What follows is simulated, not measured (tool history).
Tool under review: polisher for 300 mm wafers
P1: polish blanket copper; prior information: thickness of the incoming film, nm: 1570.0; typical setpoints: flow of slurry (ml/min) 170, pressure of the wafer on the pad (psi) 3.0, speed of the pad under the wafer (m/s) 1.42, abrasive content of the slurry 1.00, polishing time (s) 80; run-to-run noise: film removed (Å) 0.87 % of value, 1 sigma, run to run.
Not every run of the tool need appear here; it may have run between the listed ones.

run	day	flow of slurry (ml/min)	pressure of the wafer on the pad (psi)	speed of the pad under the wafer (m/s)	abrasive content of the slurry	polishing time (s)	wafers polished on this pad	hours since the slurry nozzle was cleaned	hours since the head pressure was calibrated	hours since the slurry blender was calibrated	film removed (Å)
1	0.600	170	3.0	1.42	1.00	80	785	332.0	188.9	75.5	3973.1
2	1.229	170	3.0	1.42	1.00	80	874	347.1	204.0	90.6	3875.5
3	1.967	170	3.0	1.42	0.55	109	978	364.8	221.7	108.3	4783.0
4	2.500	230	3.0	1.42	1.00	80	1054	377.6	234.5	121.1	4023.4
5	3.304	170	3.0	0.82	1.20	80	1168	396.9	253.8	140.4	2343.5
6	4.108	250	3.0	1.42	1.00	44	1282	416.2	273.1	159.7	2268.0
7	4.754	170	3.0	0.64	1.00	80	1373	431.7	288.6	175.2	1770.0
# day 5.050: slurry blender recalibrated
# day 5.175: slurry nozzle cleaned
8	5.308	100	3.0	1.42	1.00	80	1452	3.3	301.9	6.3	3516.7
9	5.717	170	3.0	1.42	1.00	80	1510	13.1	311.7	16.1	3912.9
10	6.462	170	3.0	1.42	1.00	80	1616	31.0	329.6	34.0	3914.0
11	6.833	170	3.0	1.42	1.00	80	1668	39.9	338.5	42.9	3912.2
12	7.621	170	3.0	1.42	1.00	118	1780	58.8	357.4	61.8	5771.8
13	8.204	170	3.0	1.42	1.00	36	1863	72.8	371.4	75.8	1753.8
14	8.838	170	1.5	1.42	1.00	80	1952	88.0	386.6	91.0	1937.1
15	9.229	170	3.0	1.42	0.55	80	2008	97.4	396.0	100.4	3508.9
16	9.646	170	4.1	1.42	1.00	80	2067	107.4	406.0	110.4	5401.6

Expected results for the next run?
17	10.017	170	3.0	2.12	1.00	80	2120	116.3	414.9	119.3	?

Run 17 measured film removed (Å) 5797.2.

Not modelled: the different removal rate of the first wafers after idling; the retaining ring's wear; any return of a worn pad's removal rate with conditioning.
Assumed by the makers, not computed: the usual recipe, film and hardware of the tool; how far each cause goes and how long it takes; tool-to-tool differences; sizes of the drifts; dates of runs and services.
